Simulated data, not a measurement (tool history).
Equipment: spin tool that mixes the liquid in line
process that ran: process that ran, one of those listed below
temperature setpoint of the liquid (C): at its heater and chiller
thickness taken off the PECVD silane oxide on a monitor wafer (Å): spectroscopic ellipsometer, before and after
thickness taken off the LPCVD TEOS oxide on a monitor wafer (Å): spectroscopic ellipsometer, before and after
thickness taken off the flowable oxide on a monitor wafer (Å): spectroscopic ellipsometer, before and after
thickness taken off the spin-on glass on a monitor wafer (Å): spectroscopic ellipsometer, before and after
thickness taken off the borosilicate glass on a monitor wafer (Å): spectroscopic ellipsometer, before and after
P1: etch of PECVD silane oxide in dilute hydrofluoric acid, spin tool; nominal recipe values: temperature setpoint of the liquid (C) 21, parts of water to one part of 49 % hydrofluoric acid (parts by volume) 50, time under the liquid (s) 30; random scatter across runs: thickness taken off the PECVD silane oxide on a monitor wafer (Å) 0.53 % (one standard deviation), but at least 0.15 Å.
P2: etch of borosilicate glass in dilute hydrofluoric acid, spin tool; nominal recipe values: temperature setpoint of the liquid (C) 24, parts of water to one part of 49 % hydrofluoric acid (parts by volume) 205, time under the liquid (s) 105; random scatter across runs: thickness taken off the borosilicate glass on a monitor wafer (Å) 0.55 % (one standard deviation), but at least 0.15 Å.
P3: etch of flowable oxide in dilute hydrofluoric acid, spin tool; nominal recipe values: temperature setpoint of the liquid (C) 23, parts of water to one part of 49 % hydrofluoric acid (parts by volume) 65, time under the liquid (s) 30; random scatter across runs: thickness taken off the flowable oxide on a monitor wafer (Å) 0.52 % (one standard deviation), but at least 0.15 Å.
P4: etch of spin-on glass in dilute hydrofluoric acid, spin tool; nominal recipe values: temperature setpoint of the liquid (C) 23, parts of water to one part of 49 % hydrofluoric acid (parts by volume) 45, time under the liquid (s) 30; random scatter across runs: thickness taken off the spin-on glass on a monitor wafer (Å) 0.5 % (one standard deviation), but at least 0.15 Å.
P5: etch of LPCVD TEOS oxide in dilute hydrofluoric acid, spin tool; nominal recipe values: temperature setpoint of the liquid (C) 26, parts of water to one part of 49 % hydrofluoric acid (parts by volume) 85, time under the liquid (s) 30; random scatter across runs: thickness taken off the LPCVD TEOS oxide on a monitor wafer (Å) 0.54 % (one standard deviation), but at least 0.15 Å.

| run | hour | process that ran | temperature setpoint of the liquid (C) | parts of water to one part of 49 % hydrofluoric acid (parts by volume) | time under the liquid (s) | hours since the thermometer was replaced | hours since the hydrofluoric acid flow meter was replaced | thickness taken off the PECVD silane oxide on a monitor wafer (Å) | thickness taken off the LPCVD TEOS oxide on a monitor wafer (Å) | thickness taken off the flowable oxide on a monitor wafer (Å) | thickness taken off the spin-on glass on a monitor wafer (Å) | thickness taken off the borosilicate glass on a monitor wafer (Å) |
|---|---|---|---|---|---|---|---|---|---|---|---|---|
| 1 | 7.6 | P1 | 21 | 50 | 30 | 312.1 | 725.6 | 163.79 |  |  |  |  |
| 2 | 15.3 | P1 | 27 | 50 | 30 | 319.8 | 733.3 | 208.12 |  |  |  |  |
| 3 | 24.5 | P1 | 21 | 50 | 30 | 329 | 742.5 | 165.03 |  |  |  |  |
| 4 | 37.1 | P5 | 26 | 20 | 30 | 341.6 | 755.1 |  | 1030 |  |  |  |
| 5 | 49.6 | P5 | 19 | 85 | 30 | 354.1 | 767.6 |  | 164.81 |  |  |  |
| 6 | 59.4 | P1 | 21 | 50 | 30 | 363.9 | 777.4 | 162.77 |  |  |  |  |
| 7 | 71.7 | P1 | 21 | 50 | 30 | 376.2 | 789.7 | 162.64 |  |  |  |  |
| 8 | 85.3 | P3 | 23 | 65 | 30 | 389.8 | 803.3 |  |  | 167.77 |  |  |
| 9 | 97.9 | P1 | 21 | 50 | 30 | 402.4 | 815.9 | 162.78 |  |  |  |  |
| 10 | 107.6 | P1 | 21 | 50 | 15 | 412.1 | 825.6 | 81.099 |  |  |  |  |
| 11 | 124.6 | P3 | 30 | 65 | 30 | 429.1 | 842.6 |  |  | 218.22 |  |  |
| 12 | 134.8 | P1 | 17 | 20 | 30 | 439.3 | 852.8 | 357.38 |  |  |  |  |
| 13 | 144.3 | P1 | 21 | 30 | 30 | 448.8 | 862.3 | 277.4 |  |  |  |  |
| 14 | 157.4 | P4 | 23 | 45 | 55 | 461.9 | 875.4 |  |  |  | 882.55 |  |
| 15 | 165.7 | P4 | 23 | 45 | 30 | 470.2 | 883.7 |  |  |  | 480.72 |  |
| 16 | 176.2 | P5 | 26 | 85 | 30 | 480.7 | 894.2 |  | 221.55 |  |  |  |
| 17 | 186.6 | P3 | 23 | 30 | 30 | 491.1 | 904.6 |  |  | 376.9 |  |  |
| 18 | 196.7 | P3 | 23 | 65 | 15 | 501.2 | 914.7 |  |  | 82.552 |  |  |
| 19 | 207.3 | P5 | 26 | 85 | 15 | 511.8 | 925.3 |  | 111.04 |  |  |  |
| 20 | 221 | P2 | 24 | 335 | 105 | 525.5 | 939 |  |  |  |  | 109.71 |
| 21 | 229.6 | P2 | 24 | 205 | 105 | 534.1 | 947.6 |  |  |  |  | 203.53 |
| 22 | 240.1 | P1 | 21 | 75 | 30 | 544.6 | 958.1 | 106.11 |  |  |  |  |
| 23 | 249.5 | P4 | 23 | 75 | 30 | 554 | 967.5 |  |  |  | 276.13 |  |
| 24 | 257.1 | P2 | 28.5 | 205 | 105 | 561.6 | 975.1 |  |  |  |  | 238.59 |
| 25 | 269.9 | P5 | 26 | 85 | 30 | 574.4 | 987.9 |  | 222.35 |  |  |  |
| 26 | 281.2 | P1 | 17 | 50 | 30 | 585.7 | 999.2 | 136.93 |  |  |  |  |
| 27 | 295.2 | P2 | 24 | 205 | 105 | 599.7 | 1013.2 |  |  |  |  | 203.84 |
| 28 | 304.9 | P1 | 21 | 50 | 55 | 609.4 | 1022.9 | 299.76 |  |  |  |  |
| 29 | 322 | P4 | 29 | 45 | 30 | 626.5 | 1040 |  |  |  | 606.56 |  |
| 30 | 339.1 | P2 | 24 | 205 | 40 | 643.6 | 1057.1 |  |  |  |  | 78.363 |
| 31 | 348.4 | P1 | 21 | 50 | 30 | 652.9 | 1066.4 | 163.4 |  |  |  |  |
| 32 | 365 | P1 | 21 | 50 | 30 | 669.5 | 1083 | 172.07 |  |  |  |  |
| 33 | 375.2 | P1 | 21 | 50 | 30 | 679.7 | 1093.2 | 178.4 |  |  |  |  |
| 34 | 386 | P1 | 21 | 50 | 30 | 690.5 | 1104 | 179.48 |  |  |  |  |
| 35 | 400.7 | P1 | 21 | 50 | 30 | 705.2 | 1118.7 | 177.79 |  |  |  |  |
| 36 | 413.1 | P1 | 21 | 50 | 30 | 717.6 | 1131.1 | 180.53 |  |  |  |  |
| 37 | 420.9 | P1 | 21 | 50 | 30 | 725.4 | 1138.9 | 179.2 |  |  |  |  |

What P1 gives has crept off from where it sat before. The 2 causes that follow fit the log equally well, each at the size noted:
A: liquid hotter than its thermometer reads (K) = 2.3
B: hydrofluoric acid flow above the setpoint (%) = 9.49
The onset of the drift is placed at about hour 348.4.

4 check runs are offered, each on 2 wafers whose results are averaged, their results left as question marks. Which one tells the causes apart?
| check 1 | 428.7 | P4 | 23 | 70 | 45 |  |  |  |  |  | ? |  |
| check 2 | 428.7 | P5 | 20.5 | 35 | 30 |  |  |  | ? |  |  |  |
| check 3 | 428.7 | P3 | 28.5 | 65 | 15 |  |  |  |  | ? |  |  |
| check 4 | 428.7 | P2 | 24 | 310 | 70 |  |  |  |  |  |  | ? |

How each check would come out, cause by cause:
| check | result | if A | if B |
|---|---|---|---|
| check 1 | thickness taken off the spin-on glass on a monitor wafer (Å) | 490.31 | 492.91 |
| check 2 | thickness taken off the LPCVD TEOS oxide on a monitor wafer (Å) | 501.08 | 499.44 |
| check 3 | thickness taken off the flowable oxide on a monitor wafer (Å) | 112.76 | 113.84 |
| check 4 | thickness taken off the borosilicate glass on a monitor wafer (Å) | 87.403 | 90.845 |
How far apart the two closest causes lie, in the result that separates them most: check 1 0.53 %; check 2 0.33 %; check 3 0.95 %; check 4 3.86 %
Check 4 distinguishes between the causes, while the remaining checks would return nearly the same result for all of them.

Check 4 was carried out, with these results: thickness taken off the borosilicate glass on a monitor wafer (Å) 87.617. Which of the listed causes is responsible?

Of the candidate causes, it is A: liquid hotter than its thermometer reads (K).
